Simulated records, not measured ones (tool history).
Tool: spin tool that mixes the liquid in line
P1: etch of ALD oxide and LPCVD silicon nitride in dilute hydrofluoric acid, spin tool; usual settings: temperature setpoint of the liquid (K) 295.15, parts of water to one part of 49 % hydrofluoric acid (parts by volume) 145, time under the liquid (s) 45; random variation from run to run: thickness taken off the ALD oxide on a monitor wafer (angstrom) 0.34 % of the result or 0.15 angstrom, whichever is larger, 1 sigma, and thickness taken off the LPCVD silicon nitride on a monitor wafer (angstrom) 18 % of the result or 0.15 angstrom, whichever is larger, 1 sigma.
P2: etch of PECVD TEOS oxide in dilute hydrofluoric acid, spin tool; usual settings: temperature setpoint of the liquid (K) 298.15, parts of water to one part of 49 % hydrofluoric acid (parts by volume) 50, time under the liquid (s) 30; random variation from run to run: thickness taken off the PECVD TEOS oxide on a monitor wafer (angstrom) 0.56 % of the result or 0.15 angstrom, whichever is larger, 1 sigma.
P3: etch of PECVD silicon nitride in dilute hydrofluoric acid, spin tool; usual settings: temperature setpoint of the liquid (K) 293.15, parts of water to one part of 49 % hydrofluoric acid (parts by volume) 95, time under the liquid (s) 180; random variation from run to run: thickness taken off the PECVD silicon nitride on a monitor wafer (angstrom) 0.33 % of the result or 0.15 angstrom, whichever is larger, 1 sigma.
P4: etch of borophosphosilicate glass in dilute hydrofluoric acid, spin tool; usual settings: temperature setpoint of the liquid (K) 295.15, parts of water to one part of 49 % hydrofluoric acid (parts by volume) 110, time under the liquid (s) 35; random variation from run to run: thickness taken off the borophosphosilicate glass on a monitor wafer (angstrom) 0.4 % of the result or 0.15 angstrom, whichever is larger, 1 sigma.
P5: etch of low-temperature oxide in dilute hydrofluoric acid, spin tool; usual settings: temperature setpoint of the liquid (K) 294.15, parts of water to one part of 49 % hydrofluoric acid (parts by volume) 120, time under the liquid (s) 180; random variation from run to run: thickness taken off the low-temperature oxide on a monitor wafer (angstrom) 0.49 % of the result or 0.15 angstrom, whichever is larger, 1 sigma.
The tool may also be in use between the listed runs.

run,hour,process that ran,temperature setpoint of the liquid (K),parts of water to one part of 49 % hydrofluoric acid (parts by volume),time under the liquid (s),thickness taken off the ALD oxide on a monitor wafer (angstrom),thickness taken off the LPCVD silicon nitride on a monitor wafer (angstrom),thickness taken off the PECVD TEOS oxide on a monitor wafer (angstrom),thickness taken off the borophosphosilicate glass on a monitor wafer (angstrom),thickness taken off the PECVD silicon nitride on a monitor wafer (angstrom),thickness taken off the low-temperature oxide on a monitor wafer (angstrom)
1,10.4,P1,295.15,145,45,65.87,1.5254,,,,
2,24.4,P2,298.15,20,30,,,408.96,,,
3,38.2,P4,295.15,160,35,,,,54.924,,
4,53.6,P2,298.15,50,30,,,157.47,,,
5,64.9,P1,295.15,145,25,36.538,0.58414,,,,
6,75.1,P1,295.15,145,45,65.038,1.3317,,,,
7,83.9,P1,295.15,235,45,37.136,0.76443,,,,
8,92.2,P3,293.15,170,180,,,,,47.91,
9,108,P3,293.15,95,180,,,,,83.898,
10,117.5,P2,298.15,50,60,,,314.38,,,
11,128.5,P1,290.15,145,45,53.714,1.3743,,,,
12,142.7,P1,295.15,35,60,413.89,5.3828,,,,
13,156,P3,293.15,95,345,,,,,160.05,
14,171.5,P1,295.15,145,45,66.156,1.0952,,,,
15,182.1,P4,295.15,110,55,,,,132.58,,
16,191.9,P2,298.15,50,30,,,155.99,,,
17,203.4,P4,295.15,110,35,,,,84.669,,
18,213.6,P5,294.15,205,180,,,,,,88.901
19,223.8,P5,294.15,120,180,,,,,,168.07
20,231.2,P1,295.15,145,45,66.024,1.7094,,,,
21,238.4,P1,295.15,85,45,120.17,2.1242,,,,
22,251.5,P1,301.65,145,45,84.481,1.6429,,,,
23,267.1,P5,294.15,120,180,,,,,,168.4
24,279.7,P3,299.15,95,180,,,,,123.66,
25,287.5,P1,295.15,145,45,65.841,1.2752,,,,
26,294.5,P2,306.15,50,30,,,213.37,,,
27,304.2,P5,299.15,120,180,,,,,,204.14
28,315,P1,295.15,145,80,116.68,2.1278,,,,
29,325.5,P5,294.15,120,15,,,,,,14.119
30,341,P1,295.15,145,45,65.321,1.6602,,,,
31,348.2,P4,290.15,110,35,,,,68.533,,
32,356.4,P1,295.15,145,45,66.008,1.4186,,,,
33,366.1,P1,295.15,145,45,68.381,1.9302,,,,

Forecast run 34:
34,376.2,P1,295.15,145,45,?,?,,,,

{"run 34": {"thickness taken off the ALD oxide on a monitor wafer (angstrom)": 69.912, "thickness taken off the LPCVD silicon nitride on a monitor wafer (angstrom)": 1.576}}
